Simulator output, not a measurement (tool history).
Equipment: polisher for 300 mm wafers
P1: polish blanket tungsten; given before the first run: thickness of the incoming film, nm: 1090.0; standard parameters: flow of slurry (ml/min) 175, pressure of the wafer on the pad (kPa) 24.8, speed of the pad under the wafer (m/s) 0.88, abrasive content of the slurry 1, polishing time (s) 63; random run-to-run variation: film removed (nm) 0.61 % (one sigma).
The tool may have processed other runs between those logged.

run,hour,flow of slurry (ml/min),pressure of the wafer on the pad (kPa),speed of the pad under the wafer (m/s),abrasive content of the slurry,polishing time (s),film removed (nm)
1,6.8,175,24.8,0.88,1,63,220.39
2,10.6,175,24.8,0.58,1,63,144.13
3,17.7,175,24.8,0.88,1,63,221.05
4,23.6,175,24.8,0.88,1,63,222.08
# hour 26.3: head pressure recalibrated
5,29.8,175,24.8,0.88,1,43,151.87
6,35.2,175,11,0.88,1,63,97.593
7,39.7,175,24.8,0.88,1,63,220.27
8,43.5,175,24.8,0.88,1,63,220.61
# hour 46: slurry blender recalibrated
9,49.7,250,24.8,0.88,1,43,158
10,55.8,175,24.8,0.88,0.6,63,193.17
11,61.9,175,39.3,0.88,1,63,344.07
12,68.1,105,24.8,0.88,1,63,198.05
13,72.1,175,24.8,1.38,1,63,344.16
14,76.9,175,24.8,0.88,1,97,339.97
15,82.3,175,24.8,0.88,1.5,63,243.02
16,87.3,255,24.8,0.88,1,63,230.91
17,93.1,175,24.8,0.88,1,63,221.14
18,97.7,175,24.8,0.88,1,63,220.93
19,104.6,175,24.8,0.88,1,63,213.55
20,110.4,175,24.8,0.88,1,63,210.66
21,115.7,175,24.8,0.88,1,63,205.41
22,119.5,175,24.8,0.88,1,63,208.84
# hour 124.9: worn pad replaced by a new one
23,126.7,175,24.8,0.88,1,63,204.28
# hour 126.9: head pressure recalibrated
24,133.5,175,24.8,0.88,1,63,204.76
# hour 137.9: slurry tank refilled with fresh slurry and peroxide
25,138.7,175,24.8,0.88,1,63,205.71
26,145.3,175,24.8,0.88,1,63,203.77
27,150.5,175,24.8,0.88,1,63,202.43
28,156.4,175,24.8,0.88,1,63,203.45

Something has made what P1 gives creep away from where it was; the 2 causes below, each at its own stated size, fit the log equally well:
A: abrasive missing from the slurry, % = 28.5
B: slurry flow missing at the pad, % = 34.4
At approximately hour 97.7, the process output began to creep.
Ruled out, with reasons:
removal rate lost through wear of the pad, %: its service at hour 124.9 followed the start of the drift and did not put the process back to its old value
head's pressure below its setpoint, %: its service at hour 126.9 followed the start of the drift and did not put the process back to its old value
peroxide lost from the slurry, %: its service at hour 137.9 followed the start of the drift and did not put the process back to its old value

Which of the 4 check runs listed below, each an average over 5 wafers with its results shown as question marks, gives clearly different results under the different listed causes?
check 1,162.3,135,24.8,0.88,0.65,63,?
check 2,162.3,175,15.2,0.88,1,97,?
check 3,162.3,175,24.8,0.88,0.75,63,?
check 4,162.3,175,24.8,1.3,1.3,63,?

Check results expected under each cause:
check,result,if A,if B
check 1,film removed (nm),176.55,172.39
check 2,film removed (nm),191.19,191.23
check 3,film removed (nm),190.45,190.05
check 4,film removed (nm),319,319.71
Separation of the two closest causes in each check, using whichever result separates them best: check 1 2.38 %; check 2 0.02 %; check 3 0.21 %; check 4 0.22 %
The causes can be told apart only by check 1. The other checks would give nearly the same results under each of them.

Then check 1 was run and gave: film removed (nm) 176.73. Which cause is it?

It was cause A: abrasive missing from the slurry, %.
